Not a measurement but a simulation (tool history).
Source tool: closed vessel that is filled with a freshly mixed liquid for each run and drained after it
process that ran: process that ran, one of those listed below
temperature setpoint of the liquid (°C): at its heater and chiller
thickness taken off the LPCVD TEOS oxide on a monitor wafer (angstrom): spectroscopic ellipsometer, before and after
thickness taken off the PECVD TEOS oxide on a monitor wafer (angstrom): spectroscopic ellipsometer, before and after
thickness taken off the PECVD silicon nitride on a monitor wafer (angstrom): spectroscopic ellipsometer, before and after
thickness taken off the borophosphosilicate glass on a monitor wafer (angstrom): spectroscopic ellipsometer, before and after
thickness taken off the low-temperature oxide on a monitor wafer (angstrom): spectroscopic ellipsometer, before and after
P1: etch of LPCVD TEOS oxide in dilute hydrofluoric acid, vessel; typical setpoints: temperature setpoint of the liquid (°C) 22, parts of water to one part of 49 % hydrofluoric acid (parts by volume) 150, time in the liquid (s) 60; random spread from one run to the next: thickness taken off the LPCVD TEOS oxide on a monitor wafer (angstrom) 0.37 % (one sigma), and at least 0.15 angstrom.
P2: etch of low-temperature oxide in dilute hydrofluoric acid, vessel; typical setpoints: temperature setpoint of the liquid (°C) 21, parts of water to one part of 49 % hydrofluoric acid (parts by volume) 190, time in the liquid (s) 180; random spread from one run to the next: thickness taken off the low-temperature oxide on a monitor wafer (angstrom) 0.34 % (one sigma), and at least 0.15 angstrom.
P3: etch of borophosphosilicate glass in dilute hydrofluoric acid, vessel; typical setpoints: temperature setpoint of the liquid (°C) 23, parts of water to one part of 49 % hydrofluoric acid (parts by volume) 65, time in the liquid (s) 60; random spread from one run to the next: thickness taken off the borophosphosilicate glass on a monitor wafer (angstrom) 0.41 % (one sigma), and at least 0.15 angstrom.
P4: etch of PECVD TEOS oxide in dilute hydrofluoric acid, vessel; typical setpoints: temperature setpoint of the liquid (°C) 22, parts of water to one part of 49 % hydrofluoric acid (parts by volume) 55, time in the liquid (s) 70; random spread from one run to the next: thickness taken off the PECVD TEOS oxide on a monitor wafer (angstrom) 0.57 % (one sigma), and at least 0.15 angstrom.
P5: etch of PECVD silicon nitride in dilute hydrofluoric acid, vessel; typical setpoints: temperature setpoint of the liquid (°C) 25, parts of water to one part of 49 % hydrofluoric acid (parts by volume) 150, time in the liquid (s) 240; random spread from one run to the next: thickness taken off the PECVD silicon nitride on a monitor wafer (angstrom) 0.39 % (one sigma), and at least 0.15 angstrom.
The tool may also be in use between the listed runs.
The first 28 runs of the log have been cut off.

run,hour,process that ran,temperature setpoint of the liquid (°C),parts of water to one part of 49 % hydrofluoric acid (parts by volume),time in the liquid (s),hours since the thermometer was replaced,hours since the hydrofluoric acid flow meter was replaced,thickness taken off the LPCVD TEOS oxide on a monitor wafer (angstrom),thickness taken off the PECVD TEOS oxide on a monitor wafer (angstrom),thickness taken off the PECVD silicon nitride on a monitor wafer (angstrom),thickness taken off the borophosphosilicate glass on a monitor wafer (angstrom),thickness taken off the low-temperature oxide on a monitor wafer (angstrom)
29,291.3,P1,22,150,60,188.9,512.7,116.61,,,,
30,302.3,P1,22,150,60,199.9,523.7,120.39,,,,
31,308.6,P1,22,150,60,206.2,530,121.04,,,,
32,320.3,P1,22,150,60,217.9,541.7,122.38,,,,
33,333,P1,22,150,60,230.6,554.4,123.44,,,,
34,345.7,P1,22,150,60,243.3,567.1,124.87,,,,
35,358.6,P1,22,150,60,256.2,580,125.32,,,,
36,365,P1,22,150,60,262.6,586.4,125.54,,,,
37,371.4,P1,22,150,60,269,592.8,125.74,,,,
38,380.4,P1,22,150,60,278,601.8,124.68,,,,

Run 39 is up next; what results do you expect?
39,388.5,P1,22,150,60,286.1,609.9,?,,,,

{"run 39": {"thickness taken off the LPCVD TEOS oxide on a monitor wafer (angstrom)": 125.83}}

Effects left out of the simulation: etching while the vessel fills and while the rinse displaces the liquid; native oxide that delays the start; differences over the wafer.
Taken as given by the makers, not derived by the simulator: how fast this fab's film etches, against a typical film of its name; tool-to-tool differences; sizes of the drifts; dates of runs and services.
